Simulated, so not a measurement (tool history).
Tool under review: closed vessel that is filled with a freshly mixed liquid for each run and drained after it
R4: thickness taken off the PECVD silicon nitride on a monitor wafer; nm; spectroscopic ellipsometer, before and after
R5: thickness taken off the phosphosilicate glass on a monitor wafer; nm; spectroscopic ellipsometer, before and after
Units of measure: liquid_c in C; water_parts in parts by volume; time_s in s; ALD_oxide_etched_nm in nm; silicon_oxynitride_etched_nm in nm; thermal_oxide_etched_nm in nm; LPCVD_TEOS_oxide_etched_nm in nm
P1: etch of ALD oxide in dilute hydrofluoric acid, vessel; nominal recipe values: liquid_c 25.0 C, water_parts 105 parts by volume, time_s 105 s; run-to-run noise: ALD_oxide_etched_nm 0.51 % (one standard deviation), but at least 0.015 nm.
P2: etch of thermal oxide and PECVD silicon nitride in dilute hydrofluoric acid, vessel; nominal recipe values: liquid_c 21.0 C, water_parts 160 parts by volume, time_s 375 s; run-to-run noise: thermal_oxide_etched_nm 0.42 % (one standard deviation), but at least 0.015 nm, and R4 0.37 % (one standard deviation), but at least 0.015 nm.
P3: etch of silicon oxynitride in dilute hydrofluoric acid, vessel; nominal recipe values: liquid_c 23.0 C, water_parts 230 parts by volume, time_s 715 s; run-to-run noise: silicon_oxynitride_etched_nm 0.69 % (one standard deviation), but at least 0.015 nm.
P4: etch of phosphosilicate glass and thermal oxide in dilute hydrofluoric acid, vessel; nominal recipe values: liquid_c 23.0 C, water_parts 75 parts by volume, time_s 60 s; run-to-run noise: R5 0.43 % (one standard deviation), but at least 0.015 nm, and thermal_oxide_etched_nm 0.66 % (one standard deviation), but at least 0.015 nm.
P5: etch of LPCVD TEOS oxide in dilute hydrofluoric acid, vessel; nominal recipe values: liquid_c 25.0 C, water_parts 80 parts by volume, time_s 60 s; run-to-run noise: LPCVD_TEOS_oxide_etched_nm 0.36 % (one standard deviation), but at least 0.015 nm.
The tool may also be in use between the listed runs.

{"run": 1, "hour": 2.8, "process": "P1", "liquid_c": 25.0, "water_parts": 105, "time_s": 105, "ALD_oxide_etched_nm": 20.47}
{"run": 2, "hour": 5.5, "process": "P3", "liquid_c": 23.0, "water_parts": 230, "time_s": 715, "silicon_oxynitride_etched_nm": 3.9438}
{"run": 3, "hour": 8.4, "process": "P1", "liquid_c": 25.0, "water_parts": 105, "time_s": 190, "ALD_oxide_etched_nm": 37.31}
{"run": 4, "hour": 13.4, "process": "P1", "liquid_c": 25.0, "water_parts": 105, "time_s": 105, "ALD_oxide_etched_nm": 20.649}
{"run": 5, "hour": 19.0, "process": "P2", "liquid_c": 21.0, "water_parts": 160, "time_s": 705, "thermal_oxide_etched_nm": 16.601, "R4": 20.299}
{"run": 6, "hour": 24.4, "process": "P3", "liquid_c": 23.0, "water_parts": 335, "time_s": 715, "silicon_oxynitride_etched_nm": 2.5023}
{"run": 7, "hour": 30.4, "process": "P4", "liquid_c": 17.0, "water_parts": 75, "time_s": 60, "thermal_oxide_etched_nm": 2.889, "R5": 46.143}
{"hour": 33.0, "done": "hydrofluoric acid flow meter replaced"}
{"run": 8, "hour": 34.1, "process": "P4", "liquid_c": 23.0, "water_parts": 75, "time_s": 60, "thermal_oxide_etched_nm": 3.7885, "R5": 59.303}
{"run": 9, "hour": 38.2, "process": "P5", "liquid_c": 25.0, "water_parts": 40, "time_s": 60, "LPCVD_TEOS_oxide_etched_nm": 59.761}
{"run": 10, "hour": 40.9, "process": "P1", "liquid_c": 25.0, "water_parts": 105, "time_s": 105, "ALD_oxide_etched_nm": 20.927}
{"run": 11, "hour": 44.7, "process": "P1", "liquid_c": 25.0, "water_parts": 70, "time_s": 40, "ALD_oxide_etched_nm": 12.426}
{"run": 12, "hour": 49.8, "process": "P3", "liquid_c": 30.0, "water_parts": 230, "time_s": 715, "silicon_oxynitride_etched_nm": 5.3474}
{"run": 13, "hour": 52.5, "process": "P2", "liquid_c": 21.0, "water_parts": 30, "time_s": 375, "thermal_oxide_etched_nm": 55.451, "R4": 54.942}
{"run": 14, "hour": 56.7, "process": "P5", "liquid_c": 25.0, "water_parts": 80, "time_s": 115, "LPCVD_TEOS_oxide_etched_nm": 54.57}
{"run": 15, "hour": 60.5, "process": "P2", "liquid_c": 21.0, "water_parts": 160, "time_s": 375, "thermal_oxide_etched_nm": 9.0003, "R4": 10.761}
{"run": 16, "hour": 66.4, "process": "P1", "liquid_c": 32.5, "water_parts": 105, "time_s": 105, "ALD_oxide_etched_nm": 27.42}
{"run": 17, "hour": 69.4, "process": "P1", "liquid_c": 25.0, "water_parts": 105, "time_s": 105, "ALD_oxide_etched_nm": 20.684}
{"run": 18, "hour": 74.8, "process": "P1", "liquid_c": 25.0, "water_parts": 150, "time_s": 105, "ALD_oxide_etched_nm": 13.6}
{"run": 19, "hour": 77.7, "process": "P2", "liquid_c": 21.0, "water_parts": 160, "time_s": 375, "thermal_oxide_etched_nm": 8.8662, "R4": 10.833}
{"run": 20, "hour": 82.8, "process": "P5", "liquid_c": 19.0, "water_parts": 80, "time_s": 60, "LPCVD_TEOS_oxide_etched_nm": 22.235}
{"run": 21, "hour": 85.4, "process": "P5", "liquid_c": 25.0, "water_parts": 80, "time_s": 60, "LPCVD_TEOS_oxide_etched_nm": 28.316}
{"run": 22, "hour": 89.1, "process": "P1", "liquid_c": 25.0, "water_parts": 105, "time_s": 105, "ALD_oxide_etched_nm": 20.974}
{"run": 23, "hour": 92.5, "process": "P4", "liquid_c": 23.0, "water_parts": 125, "time_s": 60, "thermal_oxide_etched_nm": 2.1077, "R5": 33.502}
{"run": 24, "hour": 97.3, "process": "P1", "liquid_c": 17.0, "water_parts": 105, "time_s": 105, "ALD_oxide_etched_nm": 14.896}
{"run": 25, "hour": 101.8, "process": "P1", "liquid_c": 25.0, "water_parts": 105, "time_s": 55, "ALD_oxide_etched_nm": 10.836}
{"run": 26, "hour": 106.1, "process": "P2", "liquid_c": 29.5, "water_parts": 160, "time_s": 375, "thermal_oxide_etched_nm": 12.238, "R4": 18.689}
{"run": 27, "hour": 109.7, "process": "P1", "liquid_c": 25.0, "water_parts": 105, "time_s": 105, "ALD_oxide_etched_nm": 20.916}
{"run": 28, "hour": 113.8, "process": "P1", "liquid_c": 25.0, "water_parts": 50, "time_s": 105, "ALD_oxide_etched_nm": 46.617}
{"run": 29, "hour": 119.2, "process": "P3", "liquid_c": 23.0, "water_parts": 230, "time_s": 270, "silicon_oxynitride_etched_nm": 1.4872}
{"run": 30, "hour": 124.5, "process": "P4", "liquid_c": 23.0, "water_parts": 75, "time_s": 100, "thermal_oxide_etched_nm": 6.1823, "R5": 98.599}
{"run": 31, "hour": 127.7, "process": "P1", "liquid_c": 25.0, "water_parts": 105, "time_s": 105, "ALD_oxide_etched_nm": 20.798}
{"run": 32, "hour": 133.1, "process": "P1", "liquid_c": 25.0, "water_parts": 105, "time_s": 105, "ALD_oxide_etched_nm": 19.936}
{"run": 33, "hour": 138.1, "process": "P1", "liquid_c": 25.0, "water_parts": 105, "time_s": 105, "ALD_oxide_etched_nm": 19.648}
{"run": 34, "hour": 143.3, "process": "P1", "liquid_c": 25.0, "water_parts": 105, "time_s": 105, "ALD_oxide_etched_nm": 19.341}
{"run": 35, "hour": 147.2, "process": "P1", "liquid_c": 25.0, "water_parts": 105, "time_s": 105, "ALD_oxide_etched_nm": 19.092}
{"run": 36, "hour": 153.0, "process": "P1", "liquid_c": 25.0, "water_parts": 105, "time_s": 105, "ALD_oxide_etched_nm": 19.165}
{"run": 37, "hour": 157.5, "process": "P1", "liquid_c": 25.0, "water_parts": 105, "time_s": 105, "ALD_oxide_etched_nm": 18.99}
{"run": 38, "hour": 162.5, "process": "P1", "liquid_c": 25.0, "water_parts": 105, "time_s": 105, "ALD_oxide_etched_nm": 18.847}
{"run": 39, "hour": 166.9, "process": "P1", "liquid_c": 25.0, "water_parts": 105, "time_s": 105, "ALD_oxide_etched_nm": 19.103}

What P1 gives has crept off from where it sat before. The 2 causes that follow fit the log equally well, each at the size noted:
A: liquid colder than its thermometer reads (K) = 2.16
B: hydrofluoric acid flow below the setpoint (%) = 7.23
The onset of the drift is placed at about hour 127.7.

Which of the 4 check runs listed below separates the causes, so that each cause would produce a clearly different result? Each run uses one wafer, and its results are marked with question marks.
{"run": "check 1", "hour": 171.3, "process": "P5", "liquid_c": 21.5, "water_parts": 80, "time_s": 90, "LPCVD_TEOS_oxide_etched_nm": "?"}
{"run": "check 2", "hour": 171.3, "process": "P3", "liquid_c": 26.5, "water_parts": 230, "time_s": 325, "silicon_oxynitride_etched_nm": "?"}
{"run": "check 3", "hour": 171.3, "process": "P4", "liquid_c": 17.0, "water_parts": 125, "time_s": 60, "thermal_oxide_etched_nm": "?", "R5": "?"}
{"run": "check 4", "hour": 171.3, "process": "P2", "liquid_c": 21.0, "water_parts": 35, "time_s": 375, "thermal_oxide_etched_nm": "?", "R4": "?"}

Predicted outcomes, by check and by cause:
check=check_1 result=LPCVD_TEOS_oxide_etched_nm if_A=33.924 if_B=34.168
check=check_2 result=silicon_oxynitride_etched_nm if_A=1.9105 if_B=1.9189
check=check_3 result=thermal_oxide_etched_nm if_A=1.5110 if_B=1.5201
check=check_3 result=R5 if_A=23.988 if_B=24.132
check=check_4 result=thermal_oxide_etched_nm if_A=42.9170 if_B=43.5350
check=check_4 result=R4 if_A=40.938 if_B=44.278
Distance between the nearest two causes, measured in the result of the check that separates them most: check 1 0.72 %; check 2 0.44 %; check 3 0.6 %; check 4 7.84 %
Check 4 tells the causes apart: in the others they would give nearly the same result.

With check 4 done, the readings were: thermal_oxide_etched_nm 43.4190 nm; R4 44.073 nm. Identify which of the listed causes applies.

Of the candidate causes, it is B: hydrofluoric acid flow below the setpoint (%).

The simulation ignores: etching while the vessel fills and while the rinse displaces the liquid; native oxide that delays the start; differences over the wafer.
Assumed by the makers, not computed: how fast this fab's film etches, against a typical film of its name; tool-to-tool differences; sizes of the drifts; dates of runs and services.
